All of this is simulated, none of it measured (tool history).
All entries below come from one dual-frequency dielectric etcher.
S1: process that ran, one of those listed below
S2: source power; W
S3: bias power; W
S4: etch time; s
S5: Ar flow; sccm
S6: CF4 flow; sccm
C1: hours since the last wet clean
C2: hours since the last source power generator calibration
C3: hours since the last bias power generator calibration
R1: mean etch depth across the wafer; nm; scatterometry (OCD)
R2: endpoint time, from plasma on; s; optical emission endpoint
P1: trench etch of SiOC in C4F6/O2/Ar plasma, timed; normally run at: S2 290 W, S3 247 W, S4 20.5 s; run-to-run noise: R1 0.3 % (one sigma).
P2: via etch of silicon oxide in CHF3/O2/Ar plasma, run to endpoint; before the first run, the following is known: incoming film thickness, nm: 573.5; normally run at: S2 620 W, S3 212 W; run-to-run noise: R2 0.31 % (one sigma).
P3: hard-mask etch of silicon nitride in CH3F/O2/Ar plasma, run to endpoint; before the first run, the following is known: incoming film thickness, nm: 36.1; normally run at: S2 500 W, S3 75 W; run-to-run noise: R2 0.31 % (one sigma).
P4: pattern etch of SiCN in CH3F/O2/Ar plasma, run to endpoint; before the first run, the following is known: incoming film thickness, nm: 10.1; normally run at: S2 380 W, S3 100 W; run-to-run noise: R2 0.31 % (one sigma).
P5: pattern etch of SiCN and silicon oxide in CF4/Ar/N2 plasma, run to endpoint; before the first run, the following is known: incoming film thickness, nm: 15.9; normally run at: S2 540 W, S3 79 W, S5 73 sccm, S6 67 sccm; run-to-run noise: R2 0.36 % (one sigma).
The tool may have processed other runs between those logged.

run 1 hour=10.0 | S1=P1 S2=290 S3=247 S4=20.5 | C1=317.6 C2=1596.9 C3=1734.5 | R1=42.563
run 2 hour=19.1 | S1=P1 S2=290 S3=247 S4=20.5 | C1=326.7 C2=1606.0 C3=1743.6 | R1=42.451
run 3 hour=27.3 | S1=P3 S2=500 S3=48 | C1=334.9 C2=1614.2 C3=1751.8 | R2=55.515
run 4 hour=33.2 | S1=P2 S2=620 S3=212 | C1=340.8 C2=1620.1 C3=1757.7 | R2=268.130
run 5 hour=41.5 | S1=P1 S2=290 S3=247 S4=20.5 | C1=349.1 C2=1628.4 C3=1766.0 | R1=42.207
run 6 hour=46.7 | S1=P1 S2=290 S3=247 S4=20.5 | C1=354.3 C2=1633.6 C3=1771.2 | R1=42.534
run 7 hour=52.5 | S1=P1 S2=390 S3=247 S4=16.0 | C1=360.1 C2=1639.4 C3=1777.0 | R1=37.183
run 8 hour=60.1 | S1=P1 S2=290 S3=308 S4=20.5 | C1=367.7 C2=1647.0 C3=1784.6 | R1=45.932
run 9 hour=66.3 | S1=P4 S2=380 S3=62 | C1=373.9 C2=1653.2 C3=1790.8 | R2=29.182
run 10 hour=73.2 | S1=P5 S2=540 S3=79 S5=73 S6=93 | C1=380.8 C2=1660.1 C3=1797.7 | R2=14.331
run 11 hour=78.8 | S1=P5 S2=540 S3=79 S5=98 S6=67 | C1=386.4 C2=1665.7 C3=1803.3 | R2=15.616
run 12 hour=87.7 | S1=P1 S2=290 S3=247 S4=20.5 | C1=395.3 C2=1674.6 C3=1812.2 | R1=42.475
run 13 hour=96.1 | S1=P5 S2=540 S3=79 S5=73 S6=67 | C1=403.7 C2=1683.0 C3=1820.6 | R2=15.010
run 14 hour=106.5 | S1=P3 S2=500 S3=75 | C1=414.1 C2=1693.4 C3=1831.0 | R2=48.072
run 15 hour=116.6 | S1=P3 S2=690 S3=75 | C1=424.2 C2=1703.5 C3=1841.1 | R2=42.761
run 16 hour=125.4 | S1=P1 S2=290 S3=181 S4=20.5 | C1=433.0 C2=1712.3 C3=1849.9 | R1=38.206
-- hour=131.9 wet clean of the chamber
run 17 hour=134.8 | S1=P5 S2=540 S3=47 S5=73 S6=67 | C1=2.9 C2=1721.7 C3=1859.3 | R2=17.467
run 18 hour=142.0 | S1=P5 S2=540 S3=79 S5=73 S6=67 | C1=10.1 C2=1728.9 C3=1866.5 | R2=15.117
run 19 hour=151.5 | S1=P4 S2=380 S3=100 | C1=19.6 C2=1738.4 C3=1876.0 | R2=24.690
run 20 hour=160.0 | S1=P4 S2=260 S3=100 | C1=28.1 C2=1746.9 C3=1884.5 | R2=28.247
run 21 hour=164.7 | S1=P1 S2=290 S3=247 S4=30.0 | C1=32.8 C2=1751.6 C3=1889.2 | R1=62.189
run 22 hour=174.9 | S1=P1 S2=230 S3=247 S4=20.5 | C1=43.0 C2=1761.8 C3=1899.4 | R1=39.045
run 23 hour=180.6 | S1=P1 S2=290 S3=247 S4=20.5 | C1=48.7 C2=1767.5 C3=1905.1 | R1=42.391
run 24 hour=191.5 | S1=P1 S2=290 S3=247 S4=20.5 | C1=59.6 C2=1778.4 C3=1916.0 | R1=42.628
run 25 hour=196.3 | S1=P2 S2=620 S3=294 | C1=64.4 C2=1783.2 C3=1920.8 | R2=239.830
run 26 hour=205.7 | S1=P2 S2=880 S3=212 | C1=73.8 C2=1792.6 C3=1930.2 | R2=234.390
run 27 hour=214.8 | S1=P1 S2=290 S3=247 S4=14.0 | C1=82.9 C2=1801.7 C3=1939.3 | R1=28.862
run 28 hour=223.1 | S1=P1 S2=190 S3=247 S4=14.0 | C1=91.2 C2=1810.0 C3=1947.6 | R1=24.677
run 29 hour=231.5 | S1=P5 S2=370 S3=79 S5=73 S6=67 | C1=99.6 C2=1818.4 C3=1956.0 | R2=20.979
run 30 hour=240.9 | S1=P3 S2=500 S3=75 | C1=109.0 C2=1827.8 C3=1965.4 | R2=48.309
run 31 hour=247.3 | S1=P1 S2=360 S3=247 S4=20.5 | C1=115.4 C2=1834.2 C3=1971.8 | R1=46.137
run 32 hour=254.4 | S1=P1 S2=180 S3=193 S4=20.5 | C1=122.5 C2=1841.3 C3=1978.9 | R1=32.648
run 33 hour=260.0 | S1=P1 S2=290 S3=247 S4=20.5 | C1=128.1 C2=1846.9 C3=1984.5 | R1=42.722
run 34 hour=269.6 | S1=P1 S2=290 S3=247 S4=20.5 | C1=137.7 C2=1856.5 C3=1994.1 | R1=41.966
run 35 hour=278.1 | S1=P1 S2=290 S3=247 S4=20.5 | C1=146.2 C2=1865.0 C3=2002.6 | R1=42.021
-- hour=285.5 wet clean of the chamber
run 36 hour=286.8 | S1=P1 S2=290 S3=247 S4=20.5 | C1=1.3 C2=1873.7 C3=2011.3 | R1=42.120
run 37 hour=295.0 | S1=P1 S2=290 S3=247 S4=20.5 | C1=9.5 C2=1881.9 C3=2019.5 | R1=41.872
run 38 hour=299.9 | S1=P1 S2=290 S3=247 S4=20.5 | C1=14.4 C2=1886.8 C3=2024.4 | R1=41.591
run 39 hour=310.2 | S1=P1 S2=290 S3=247 S4=20.5 | C1=24.7 C2=1897.1 C3=2034.7 | R1=41.890
run 40 hour=318.7 | S1=P1 S2=290 S3=247 S4=20.5 | C1=33.2 C2=1905.6 C3=2043.2 | R1=41.724

P1 has crept away from where it was. The log is fitted equally well by each of these 2 causes, at the sizes shown:
A: bias power that arrives under what is set, % = 4.53
B: source power that arrives under what is set, % = 4.1
The gradual shift began around hour 260.0.
All other causes, with the reason each is excluded:
chamber walls in a state that lowers the etch rate, %: its service at hour 285.5 followed the start of the drift and did not put the process back to its old value

Below are 4 check runs, each averaged over 2 wafers, with their results shown as question marks. Which of them would give clearly different results depending on which cause is behind the drift?
run check 1 hour=327.2 | S1=P3 S2=590 S3=49 | R2=?
run check 2 hour=327.2 | S1=P5 S2=540 S3=79 S5=73 S6=91 | R2=?
run check 3 hour=327.2 | S1=P2 S2=620 S3=259 | R2=?
run check 4 hour=327.2 | S1=P4 S2=290 S3=74 | R2=?

What each check would give under each cause:
check=check_1 result=R2 if_A=52.523 if_B=52.665
check=check_2 result=R2 if_A=14.666 if_B=15.004
check=check_3 result=R2 if_A=255.460 if_B=255.230
check=check_4 result=R2 if_A=30.952 if_B=30.915
Minimum pairwise separation of causes per check, each pair taken at its best-separating result: check 1 0.27 %; check 2 2.28 %; check 3 0.09 %; check 4 0.12 %
Check 2 distinguishes between the causes, while the remaining checks would return nearly the same result for all of them.

Check 2 was carried out, with these results: R2 15.026 s. Which of the listed causes is responsible?

It was cause B: source power that arrives under what is set, %.
